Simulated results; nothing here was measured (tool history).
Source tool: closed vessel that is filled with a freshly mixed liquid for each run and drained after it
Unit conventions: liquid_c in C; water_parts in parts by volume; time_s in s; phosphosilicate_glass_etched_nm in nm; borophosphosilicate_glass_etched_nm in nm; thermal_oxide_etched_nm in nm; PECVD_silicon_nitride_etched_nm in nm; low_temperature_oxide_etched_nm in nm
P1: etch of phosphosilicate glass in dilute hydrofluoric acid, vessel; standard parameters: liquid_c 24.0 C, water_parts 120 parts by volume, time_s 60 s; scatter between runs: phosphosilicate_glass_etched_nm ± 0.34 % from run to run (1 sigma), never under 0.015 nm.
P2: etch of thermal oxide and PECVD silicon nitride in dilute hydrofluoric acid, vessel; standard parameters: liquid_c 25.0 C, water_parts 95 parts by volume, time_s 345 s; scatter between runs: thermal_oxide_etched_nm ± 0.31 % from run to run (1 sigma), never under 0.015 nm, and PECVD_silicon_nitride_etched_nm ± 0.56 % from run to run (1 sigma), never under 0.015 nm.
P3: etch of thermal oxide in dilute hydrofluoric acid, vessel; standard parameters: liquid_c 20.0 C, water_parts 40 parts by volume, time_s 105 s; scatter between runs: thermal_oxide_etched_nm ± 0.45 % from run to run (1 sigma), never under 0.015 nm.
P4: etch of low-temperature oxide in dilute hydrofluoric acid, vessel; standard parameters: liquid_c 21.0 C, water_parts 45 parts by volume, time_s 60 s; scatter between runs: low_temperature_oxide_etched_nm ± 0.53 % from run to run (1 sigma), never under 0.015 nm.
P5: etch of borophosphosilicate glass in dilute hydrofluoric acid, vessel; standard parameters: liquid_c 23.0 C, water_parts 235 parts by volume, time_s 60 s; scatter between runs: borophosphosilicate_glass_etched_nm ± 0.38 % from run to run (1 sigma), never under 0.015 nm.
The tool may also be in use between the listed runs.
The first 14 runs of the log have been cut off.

run,hour,process,liquid_c,water_parts,time_s,phosphosilicate_glass_etched_nm,borophosphosilicate_glass_etched_nm,thermal_oxide_etched_nm,PECVD_silicon_nitride_etched_nm,low_temperature_oxide_etched_nm
15,194.7,P3,28.0,40,105,,,15.2880,,
16,204.5,P3,20.0,40,105,,,10.9140,,
17,218.6,P1,30.5,120,60,59.223,,,,
18,227.5,P1,24.0,205,60,24.299,,,,
19,235.4,P1,24.0,120,100,76.685,,,,
20,249.5,P1,28.5,120,30,27.356,,,,
21,262.3,P1,24.0,30,60,206.010,,,,
22,279.1,P2,32.0,95,345,,,23.9810,17.724,
23,288.7,P4,21.0,45,60,,,,,24.277
24,303.3,P5,23.0,235,60,,18.659,,,
25,313.9,P4,21.0,25,60,,,,,45.102
26,324.4,P1,17.5,120,85,50.248,,,,
27,339.2,P2,25.0,95,510,,,27.2060,16.844,
28,355.3,P1,24.0,120,60,46.134,,,,
29,370.2,P3,20.0,40,215,,,22.4230,,
30,380.5,P1,24.0,120,30,22.920,,,,
31,391.0,P5,23.0,90,60,,57.376,,,
32,407.1,P1,17.0,120,60,34.694,,,,
33,423.3,P1,24.0,120,60,46.335,,,,
34,439.2,P1,24.0,120,60,46.245,,,,
35,453.2,P1,24.0,120,60,48.064,,,,
36,461.3,P1,24.0,120,60,48.805,,,,
37,469.0,P1,24.0,120,60,49.453,,,,
38,477.9,P1,24.0,120,60,49.230,,,,
39,488.7,P1,24.0,120,60,49.419,,,,

Run 40, settings as shown, results not yet in. Your forecast:
40,498.8,P1,24.0,120,60,?,,,,

Run 40 came out at phosphosilicate_glass_etched_nm 49.750 nm.
